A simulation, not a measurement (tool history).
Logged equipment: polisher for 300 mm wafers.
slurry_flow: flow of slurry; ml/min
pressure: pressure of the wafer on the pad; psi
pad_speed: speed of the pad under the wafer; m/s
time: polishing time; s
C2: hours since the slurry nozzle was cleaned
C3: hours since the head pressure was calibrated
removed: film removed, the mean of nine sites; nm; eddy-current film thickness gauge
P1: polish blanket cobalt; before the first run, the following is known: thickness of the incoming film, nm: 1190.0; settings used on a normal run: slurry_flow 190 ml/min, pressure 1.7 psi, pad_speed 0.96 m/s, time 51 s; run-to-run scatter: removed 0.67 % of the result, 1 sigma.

{"run": 1, "day": 0.092, "slurry_flow": 190, "pressure": 1.7, "pad_speed": 0.96, "time": 51, "wafers polished on this pad": 113, "C2": 224.1, "C3": 475.5, "removed": 228.37}
{"run": 2, "day": 0.221, "slurry_flow": 190, "pressure": 2.5, "pad_speed": 0.68, "time": 51, "wafers polished on this pad": 136, "C2": 227.2, "C3": 478.6, "removed": 233.33}
{"run": 3, "day": 0.329, "slurry_flow": 115, "pressure": 1.7, "pad_speed": 0.96, "time": 51, "wafers polished on this pad": 155, "C2": 229.8, "C3": 481.2, "removed": 208.9}
{"run": 4, "day": 0.508, "slurry_flow": 190, "pressure": 1.7, "pad_speed": 0.96, "time": 51, "wafers polished on this pad": 187, "C2": 234.1, "C3": 485.5, "removed": 225.68}
{"run": 5, "day": 0.671, "slurry_flow": 190, "pressure": 1.7, "pad_speed": 0.96, "time": 79, "wafers polished on this pad": 216, "C2": 238, "C3": 489.4, "removed": 358.09}
{"day": 0.679, "done": "slurry nozzle cleaned"}
{"day": 0.742, "done": "head pressure recalibrated"}
{"run": 6, "day": 0.808, "slurry_flow": 190, "pressure": 1.7, "pad_speed": 0.66, "time": 51, "wafers polished on this pad": 240, "C2": 3.2, "C3": 1.6, "removed": 156.44}
{"run": 7, "day": 0.971, "slurry_flow": 190, "pressure": 1.7, "pad_speed": 0.96, "time": 51, "wafers polished on this pad": 269, "C2": 7.1, "C3": 5.5, "removed": 229.75}
{"run": 8, "day": 1.162, "slurry_flow": 190, "pressure": 1.7, "pad_speed": 0.96, "time": 51, "wafers polished on this pad": 303, "C2": 11.7, "C3": 10.1, "removed": 225.29}
{"run": 9, "day": 1.3, "slurry_flow": 190, "pressure": 0.8, "pad_speed": 0.96, "time": 51, "wafers polished on this pad": 327, "C2": 15, "C3": 13.4, "removed": 107.55}
{"run": 10, "day": 1.417, "slurry_flow": 190, "pressure": 1.2, "pad_speed": 0.96, "time": 76, "wafers polished on this pad": 348, "C2": 17.8, "C3": 16.2, "removed": 241.42}
{"run": 11, "day": 1.558, "slurry_flow": 235, "pressure": 1.7, "pad_speed": 0.96, "time": 51, "wafers polished on this pad": 373, "C2": 21.2, "C3": 19.6, "removed": 233}
{"run": 12, "day": 1.721, "slurry_flow": 190, "pressure": 1.7, "pad_speed": 0.96, "time": 51, "wafers polished on this pad": 402, "C2": 25.1, "C3": 23.5, "removed": 228.82}
{"run": 13, "day": 1.808, "slurry_flow": 190, "pressure": 2.2, "pad_speed": 0.96, "time": 51, "wafers polished on this pad": 417, "C2": 27.2, "C3": 25.6, "removed": 294.12}
{"run": 14, "day": 1.954, "slurry_flow": 190, "pressure": 1.7, "pad_speed": 0.96, "time": 30, "wafers polished on this pad": 443, "C2": 30.7, "C3": 29.1, "removed": 134.8}
{"run": 15, "day": 2.117, "slurry_flow": 190, "pressure": 1.7, "pad_speed": 1.22, "time": 51, "wafers polished on this pad": 472, "C2": 34.6, "C3": 33, "removed": 290.74}
{"run": 16, "day": 2.204, "slurry_flow": 190, "pressure": 1.7, "pad_speed": 1.46, "time": 32, "wafers polished on this pad": 488, "C2": 36.7, "C3": 35.1, "removed": 217.16}
{"run": 17, "day": 2.338, "slurry_flow": 190, "pressure": 1.7, "pad_speed": 0.96, "time": 51, "wafers polished on this pad": 511, "C2": 39.9, "C3": 38.3, "removed": 227.78}
{"run": 18, "day": 2.467, "slurry_flow": 190, "pressure": 1.7, "pad_speed": 0.96, "time": 51, "wafers polished on this pad": 534, "C2": 43, "C3": 41.4, "removed": 231.02}
{"run": 19, "day": 2.658, "slurry_flow": 190, "pressure": 1.7, "pad_speed": 0.96, "time": 51, "wafers polished on this pad": 568, "C2": 47.6, "C3": 46, "removed": 219.71}
{"day": 2.842, "done": "worn pad replaced by a new one"}
{"run": 20, "day": 2.842, "slurry_flow": 190, "pressure": 1.7, "pad_speed": 0.96, "time": 51, "wafers polished on this pad": 0, "C2": 52, "C3": 50.4, "removed": 214.47}
{"run": 21, "day": 2.95, "slurry_flow": 190, "pressure": 1.7, "pad_speed": 0.96, "time": 51, "wafers polished on this pad": 19, "C2": 54.6, "C3": 53, "removed": 214.68}
{"run": 22, "day": 3.117, "slurry_flow": 190, "pressure": 1.7, "pad_speed": 0.96, "time": 51, "wafers polished on this pad": 49, "C2": 58.6, "C3": 57, "removed": 212.01}
{"run": 23, "day": 3.283, "slurry_flow": 190, "pressure": 1.7, "pad_speed": 0.96, "time": 51, "wafers polished on this pad": 78, "C2": 62.6, "C3": 61, "removed": 214.59}
{"run": 24, "day": 3.367, "slurry_flow": 190, "pressure": 1.7, "pad_speed": 0.96, "time": 51, "wafers polished on this pad": 93, "C2": 64.6, "C3": 63, "removed": 214.18}
{"run": 25, "day": 3.471, "slurry_flow": 190, "pressure": 1.7, "pad_speed": 0.96, "time": 51, "wafers polished on this pad": 111, "C2": 67.1, "C3": 65.5, "removed": 212.73}

P1 has crept away from where it was. The log is fitted equally well by each of these 2 causes, at the sizes shown:
A: slurry flow missing at the pad, % = 34.5
B: head's pressure below its setpoint, % = 7.01
The gradual shift began around day 2.467.
All other causes, with the reason each is excluded:
removal rate lost through wear of the pad, %: maintenance at day 2.842, after the shift began, did not return the process to its former output

Below are 4 check runs, each averaged over 2 wafers, with their results shown as question marks. Which of them would give clearly different results depending on which cause is behind the drift?
{"run": "check 1", "day": 3.575, "slurry_flow": 190, "pressure": 1.2, "pad_speed": 0.96, "time": 66, "removed": "?"}
{"run": "check 2", "day": 3.575, "slurry_flow": 190, "pressure": 0.8, "pad_speed": 0.96, "time": 72, "removed": "?"}
{"run": "check 3", "day": 3.575, "slurry_flow": 115, "pressure": 1.7, "pad_speed": 0.96, "time": 78, "removed": "?"}
{"run": "check 4", "day": 3.575, "slurry_flow": 190, "pressure": 0.8, "pad_speed": 0.96, "time": 75, "removed": "?"}

Predicted outcomes, by check and by cause:
check=check_1 result=removed if_A=193.49 if_B=193.47
check=check_2 result=removed if_A=140.72 if_B=140.71
check=check_3 result=removed if_A=284.21 if_B=296.18
check=check_4 result=removed if_A=146.58 if_B=146.57
How far apart the two closest causes lie, in the result that separates them most: check 1 0.01 %; check 2 0.01 %; check 3 4.13 %; check 4 0.01 %
The other checks would show nearly matching results whichever cause is true, so check 3 is the only one that separates the causes.

Check 3 was then run and gave: removed 297.07 nm. Which cause is it?

It is B: head's pressure below its setpoint, %.
